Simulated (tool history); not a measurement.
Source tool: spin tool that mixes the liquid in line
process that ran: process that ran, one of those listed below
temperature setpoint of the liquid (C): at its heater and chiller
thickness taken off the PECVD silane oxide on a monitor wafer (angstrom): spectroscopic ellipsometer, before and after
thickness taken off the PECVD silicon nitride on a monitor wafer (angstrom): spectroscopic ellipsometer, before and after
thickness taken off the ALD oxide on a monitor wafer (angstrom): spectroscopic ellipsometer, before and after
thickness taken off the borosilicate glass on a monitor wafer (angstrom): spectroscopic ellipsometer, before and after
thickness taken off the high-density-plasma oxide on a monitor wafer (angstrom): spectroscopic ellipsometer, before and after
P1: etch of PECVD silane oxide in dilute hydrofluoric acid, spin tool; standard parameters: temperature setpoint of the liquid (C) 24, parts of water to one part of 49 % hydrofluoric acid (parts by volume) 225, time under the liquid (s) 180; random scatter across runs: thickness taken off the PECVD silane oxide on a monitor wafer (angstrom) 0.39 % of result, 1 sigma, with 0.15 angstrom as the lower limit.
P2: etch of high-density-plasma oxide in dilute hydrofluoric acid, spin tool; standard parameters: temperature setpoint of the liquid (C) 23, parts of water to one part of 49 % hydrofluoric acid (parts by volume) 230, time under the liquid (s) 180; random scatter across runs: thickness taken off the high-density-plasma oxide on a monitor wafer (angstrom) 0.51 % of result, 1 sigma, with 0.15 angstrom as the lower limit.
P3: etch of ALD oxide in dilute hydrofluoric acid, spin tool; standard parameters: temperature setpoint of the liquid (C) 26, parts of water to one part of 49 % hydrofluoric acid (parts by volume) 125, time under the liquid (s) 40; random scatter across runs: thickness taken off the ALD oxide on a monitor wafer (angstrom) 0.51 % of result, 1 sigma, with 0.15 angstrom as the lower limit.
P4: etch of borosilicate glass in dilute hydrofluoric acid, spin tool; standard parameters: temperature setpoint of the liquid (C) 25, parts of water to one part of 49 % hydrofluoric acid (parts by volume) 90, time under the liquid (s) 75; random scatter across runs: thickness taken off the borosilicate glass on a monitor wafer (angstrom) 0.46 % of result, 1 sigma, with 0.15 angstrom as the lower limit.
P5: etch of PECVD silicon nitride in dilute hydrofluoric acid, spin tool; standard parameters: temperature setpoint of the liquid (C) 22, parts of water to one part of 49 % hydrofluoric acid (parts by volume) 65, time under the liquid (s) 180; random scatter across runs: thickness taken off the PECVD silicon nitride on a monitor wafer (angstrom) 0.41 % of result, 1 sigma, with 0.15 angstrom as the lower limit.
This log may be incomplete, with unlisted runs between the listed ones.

run,hour,process that ran,temperature setpoint of the liquid (C),parts of water to one part of 49 % hydrofluoric acid (parts by volume),time under the liquid (s),hours since the thermometer was replaced,hours since the hydrofluoric acid flow meter was replaced,thickness taken off the PECVD silane oxide on a monitor wafer (angstrom),thickness taken off the PECVD silicon nitride on a monitor wafer (angstrom),thickness taken off the ALD oxide on a monitor wafer (angstrom),thickness taken off the borosilicate glass on a monitor wafer (angstrom),thickness taken off the high-density-plasma oxide on a monitor wafer (angstrom)
1,10.3,P1,24,225,180,260.6,530.4,142.41,,,,
2,16.6,P5,17,65,180,266.9,536.7,,40.294,,,
3,28.7,P1,30,90,180,279,548.8,528.15,,,,
4,38.8,P1,24,225,180,289.1,558.9,142.56,,,,
5,44.8,P5,22,65,305,295.1,564.9,,95.884,,,
6,52.8,P3,26,125,20,303.1,572.9,,,20.319,,
7,60.5,P4,25,135,75,310.8,580.6,,,,266.88,
8,71.8,P1,24,365,180,322.1,591.9,77.36,,,,
9,80.9,P1,19.5,225,180,331.2,601,121.19,,,,
10,86.1,P2,23,230,180,336.4,606.2,,,,,65.254
11,97.7,P4,25,90,75,348,617.8,,,,422.14,
12,107.8,P1,24,225,180,358.1,627.9,143.73,,,,
13,115.2,P1,24,225,180,365.5,635.3,142.78,,,,
14,126.4,P5,22,65,180,376.7,646.5,,56.424,,,
15,135.6,P2,23,230,180,385.9,655.7,,,,,65.279
16,144.1,P1,24,225,265,394.4,664.2,209.84,,,,
17,149.9,P3,26,125,40,400.2,670,,,40.45,,
18,161.6,P2,23,230,360,411.9,681.7,,,,,130.55
19,171.6,P2,23,65,180,421.9,691.7,,,,,277.75
20,180.9,P4,33.5,90,75,431.2,701,,,,586.52,
21,189,P1,24,145,180,439.3,709.1,242.65,,,,

Run 22 has not been measured yet. What should we expect?
22,196.1,P2,29.5,230,180,446.4,716.2,,,,,?

thickness taken off the high-density-plasma oxide on a monitor wafer (angstrom): 81.551

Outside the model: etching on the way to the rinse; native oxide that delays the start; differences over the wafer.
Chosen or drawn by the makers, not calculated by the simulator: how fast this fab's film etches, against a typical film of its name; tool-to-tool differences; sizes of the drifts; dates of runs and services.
